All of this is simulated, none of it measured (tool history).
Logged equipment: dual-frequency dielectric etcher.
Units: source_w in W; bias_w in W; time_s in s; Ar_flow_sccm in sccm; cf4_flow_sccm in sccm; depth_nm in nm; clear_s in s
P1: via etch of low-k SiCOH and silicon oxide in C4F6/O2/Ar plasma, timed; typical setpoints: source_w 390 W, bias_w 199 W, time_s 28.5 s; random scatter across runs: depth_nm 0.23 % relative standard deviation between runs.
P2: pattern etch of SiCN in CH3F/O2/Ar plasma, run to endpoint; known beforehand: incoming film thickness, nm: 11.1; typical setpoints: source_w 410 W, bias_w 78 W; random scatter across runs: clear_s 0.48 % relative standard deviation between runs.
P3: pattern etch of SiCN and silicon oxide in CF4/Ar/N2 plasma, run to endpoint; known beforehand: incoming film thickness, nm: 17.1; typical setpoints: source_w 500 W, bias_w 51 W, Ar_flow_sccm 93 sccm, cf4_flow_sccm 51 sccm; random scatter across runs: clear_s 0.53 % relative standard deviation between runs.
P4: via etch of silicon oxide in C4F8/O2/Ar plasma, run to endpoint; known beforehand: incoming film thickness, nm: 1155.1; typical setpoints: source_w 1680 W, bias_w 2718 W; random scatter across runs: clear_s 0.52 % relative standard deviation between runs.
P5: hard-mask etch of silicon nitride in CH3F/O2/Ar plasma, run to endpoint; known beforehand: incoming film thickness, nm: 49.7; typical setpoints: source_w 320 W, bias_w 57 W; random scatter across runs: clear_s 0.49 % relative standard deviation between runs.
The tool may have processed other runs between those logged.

| run | hour | process | source_w | bias_w | time_s | Ar_flow_sccm | cf4_flow_sccm | hours since the last wet clean | hours since the last source power generator calibration | hours since the last bias power generator calibration | depth_nm | clear_s |
|---|---|---|---|---|---|---|---|---|---|---|---|---|
| 1 | 6.7 | P1 | 390 | 199 | 28.5 |  |  | 154.6 | 2512.9 | 1747.7 | 65.804 |  |
| 2 | 13.1 | P1 | 260 | 138 | 28.5 |  |  | 161 | 2519.3 | 1754.1 | 50.164 |  |
| 3 | 17.8 | P1 | 390 | 199 | 28.5 |  |  | 165.7 | 2524 | 1758.8 | 65.675 |  |
| 4 | 27.8 | P1 | 390 | 131 | 28.5 |  |  | 175.7 | 2534 | 1768.8 | 57.889 |  |
| 5 | 35.4 | P1 | 390 | 199 | 18.5 |  |  | 183.3 | 2541.6 | 1776.4 | 42.784 |  |
| 6 | 41.9 | P3 | 500 | 51 |  | 93 | 51 | 189.8 | 2548.1 | 1782.9 |  | 20.834 |
| 7 | 47.1 | P3 | 500 | 39 |  | 93 | 51 | 195 | 2553.3 | 1788.1 |  | 22.8 |
| 8 | 51.8 | P4 | 1680 | 3556 |  |  |  | 199.7 | 2558 | 1792.8 |  | 215.34 |
| 9 | 61.7 | P5 | 320 | 73 |  |  |  | 209.6 | 2567.9 | 1802.7 |  | 77.37 |
| 10 | 70.9 | P1 | 270 | 199 | 28.5 |  |  | 218.8 | 2577.1 | 1811.9 | 57.279 |  |
| 11 | 77 | P2 | 410 | 78 |  |  |  | 224.9 | 2583.2 | 1818 |  | 29.395 |
|  | 78.6 | source power generator calibrated |
| 12 | 81.7 | P2 | 270 | 78 |  |  |  | 229.6 | 3.2 | 1822.7 |  | 34.542 |
| 13 | 91.2 | P3 | 500 | 51 |  | 75 | 51 | 239.1 | 12.7 | 1832.2 |  | 20.37 |
| 14 | 98.3 | P1 | 390 | 199 | 28.5 |  |  | 246.2 | 19.8 | 1839.3 | 65.89 |  |
| 15 | 108.5 | P1 | 390 | 199 | 28.5 |  |  | 256.4 | 30 | 1849.5 | 65.927 |  |
| 16 | 115.1 | P5 | 200 | 57 |  |  |  | 263 | 36.6 | 1856.1 |  | 99.783 |
| 17 | 125.2 | P3 | 670 | 51 |  | 93 | 51 | 273.1 | 46.7 | 1866.2 |  | 16.232 |
| 18 | 135.6 | P5 | 320 | 57 |  |  |  | 283.5 | 57.1 | 1876.6 |  | 84.087 |

For run 19, what comes out?
| 19 | 140.7 | P1 | 510 | 199 | 28.5 |  |  | 288.6 | 62.2 | 1881.7 | ? |  |

Logged for run 19: depth_nm 73.241 nm.
